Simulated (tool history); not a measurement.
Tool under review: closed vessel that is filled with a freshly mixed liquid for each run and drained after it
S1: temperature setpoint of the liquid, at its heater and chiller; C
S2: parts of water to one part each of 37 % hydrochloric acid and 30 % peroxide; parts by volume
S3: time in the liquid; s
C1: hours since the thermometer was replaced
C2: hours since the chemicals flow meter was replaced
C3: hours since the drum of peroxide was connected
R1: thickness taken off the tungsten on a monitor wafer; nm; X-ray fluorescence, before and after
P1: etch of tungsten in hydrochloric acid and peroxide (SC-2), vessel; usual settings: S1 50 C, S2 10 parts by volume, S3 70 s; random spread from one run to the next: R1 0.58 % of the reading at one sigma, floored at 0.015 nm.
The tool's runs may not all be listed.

run	day	S1	S2	S3	C1	C2	C3	R1
1	0.312	50	10	70	1674.7	166.6	315.9	9.7761
2	0.454	65	10	70	1678.1	170	319.3	25.193
3	0.671	50	4.5	30	1683.3	175.2	324.5	7.6959
4	0.883	50	10	70	1688.4	180.3	329.6	9.6874
5	1.188	50	10	120	1695.7	187.6	336.9	16.661
6	1.346	50	10	70	1699.5	191.4	340.7	9.7268
7	1.492	50	10	70	1703	194.9	344.2	9.6275
8	1.696	36.5	10	30	1707.9	199.8	349.1	1.6483
9	1.842	50	10	70	1711.4	203.3	352.6	9.5971
10	2.108	41.5	4	70	1717.8	209.7	359	10.842
# day 2.175: new drum of peroxide connected
11	2.417	41	10	70	1725.2	217.1	5.8	5.2277
12	2.65	50	16.5	70	1730.8	222.7	11.4	6.2686
13	2.95	50	4	70	1738	229.9	18.6	19.531
14	3.246	50	10	30	1745.1	237	25.7	4.1664
15	3.433	50	10	70	1749.6	241.5	30.2	9.6916
16	3.629	50	10	70	1754.3	246.2	34.9	9.9975
17	3.817	50	10	70	1758.8	250.7	39.4	10.063
18	3.971	50	10	70	1762.5	254.4	43.1	10.216
19	4.129	50	10	70	1766.3	258.2	46.9	10.253
20	4.267	50	10	70	1769.6	261.5	50.2	10.446
21	4.542	50	10	70	1776.2	268.1	56.8	10.473
22	4.729	50	10	70	1780.7	272.6	61.3	10.502
23	4.879	50	10	70	1784.3	276.2	64.9	10.642

Run 24 comes next. What will it give?
24	5.112	50	10	70	1789.9	281.8	70.5	?

R1: 10.493 nm
